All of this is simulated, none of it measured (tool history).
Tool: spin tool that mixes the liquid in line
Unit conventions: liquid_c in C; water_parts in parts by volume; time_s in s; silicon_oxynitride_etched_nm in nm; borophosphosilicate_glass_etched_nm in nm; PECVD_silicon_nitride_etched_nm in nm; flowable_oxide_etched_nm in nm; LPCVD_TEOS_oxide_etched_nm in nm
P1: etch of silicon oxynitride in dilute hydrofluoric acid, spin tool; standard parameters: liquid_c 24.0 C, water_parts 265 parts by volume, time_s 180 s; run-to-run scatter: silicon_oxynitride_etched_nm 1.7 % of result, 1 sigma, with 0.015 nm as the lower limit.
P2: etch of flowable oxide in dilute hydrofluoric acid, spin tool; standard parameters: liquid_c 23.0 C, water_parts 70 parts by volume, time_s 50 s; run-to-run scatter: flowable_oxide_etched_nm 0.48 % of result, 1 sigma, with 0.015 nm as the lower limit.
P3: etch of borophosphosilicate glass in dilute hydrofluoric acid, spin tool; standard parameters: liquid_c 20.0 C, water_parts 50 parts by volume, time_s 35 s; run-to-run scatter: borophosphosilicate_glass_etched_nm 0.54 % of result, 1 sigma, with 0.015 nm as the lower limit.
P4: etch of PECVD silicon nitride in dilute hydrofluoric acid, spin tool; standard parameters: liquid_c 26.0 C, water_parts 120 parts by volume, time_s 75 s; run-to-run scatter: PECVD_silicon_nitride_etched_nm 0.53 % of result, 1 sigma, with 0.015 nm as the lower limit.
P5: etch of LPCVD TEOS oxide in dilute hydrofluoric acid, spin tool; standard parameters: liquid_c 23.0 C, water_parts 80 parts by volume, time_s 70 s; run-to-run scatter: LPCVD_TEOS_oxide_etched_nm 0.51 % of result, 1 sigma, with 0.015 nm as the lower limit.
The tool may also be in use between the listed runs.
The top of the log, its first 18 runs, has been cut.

run   hour  process  liquid_c  water_parts  time_s  hours since the thermometer was replaced  hours since the hydrofluoric acid flow meter was replaced  silicon_oxynitride_etched_nm  borophosphosilicate_glass_etched_nm  PECVD_silicon_nitride_etched_nm  flowable_oxide_etched_nm  LPCVD_TEOS_oxide_etched_nm
 19  151.6       P1      18.5          265     180                                     314.5                                                      505.0                       0.97861
 20  156.5       P1      24.0          265     285                                     319.4                                                      509.9                       1.97260
 21  161.1       P1      28.0          265     180                                     324.0                                                      514.5                       1.46820
 22  167.5       P3      20.0           50      15                                     330.4                                                      520.9                                                             10.000
 23  173.2       P1      24.0          265     180                                     336.1                                                      526.6                       1.21300
 24  179.6       P2      23.0           70      50                                     342.5                                                      533.0                                                                                                                        27.343
 25  184.8       P3      20.0           70      35                                     347.7                                                      538.2                                                             16.441
 26  192.9       P3      20.0           50      35                                     355.8                                                      546.3                                                             23.490
 27  202.1       P1      24.0          400     180                                     365.0                                                      555.5                       0.72847
 28  207.2       P1      24.0          265     180                                     370.1                                                      560.6                       1.19720
 29  212.8       P1      24.0          265     180                                     375.7                                                      566.2                       1.27450
 30  223.0       P2      23.0          125      50                                     385.9                                                      576.4                                                                                                                        14.436
 31  232.6       P5      23.0          120      70                                     395.5                                                      586.0                                                                                                                                                   19.9470
 32  239.6       P5      23.0           80      70                                     402.5                                                      593.0                                                                                                                                                   31.1590

Run 33 comes next. What will it give?
 33  245.3       P1      24.0          265     180                                     408.2                                                      598.7                             ?

{"run 33": {"silicon_oxynitride_etched_nm": 1.1881}}

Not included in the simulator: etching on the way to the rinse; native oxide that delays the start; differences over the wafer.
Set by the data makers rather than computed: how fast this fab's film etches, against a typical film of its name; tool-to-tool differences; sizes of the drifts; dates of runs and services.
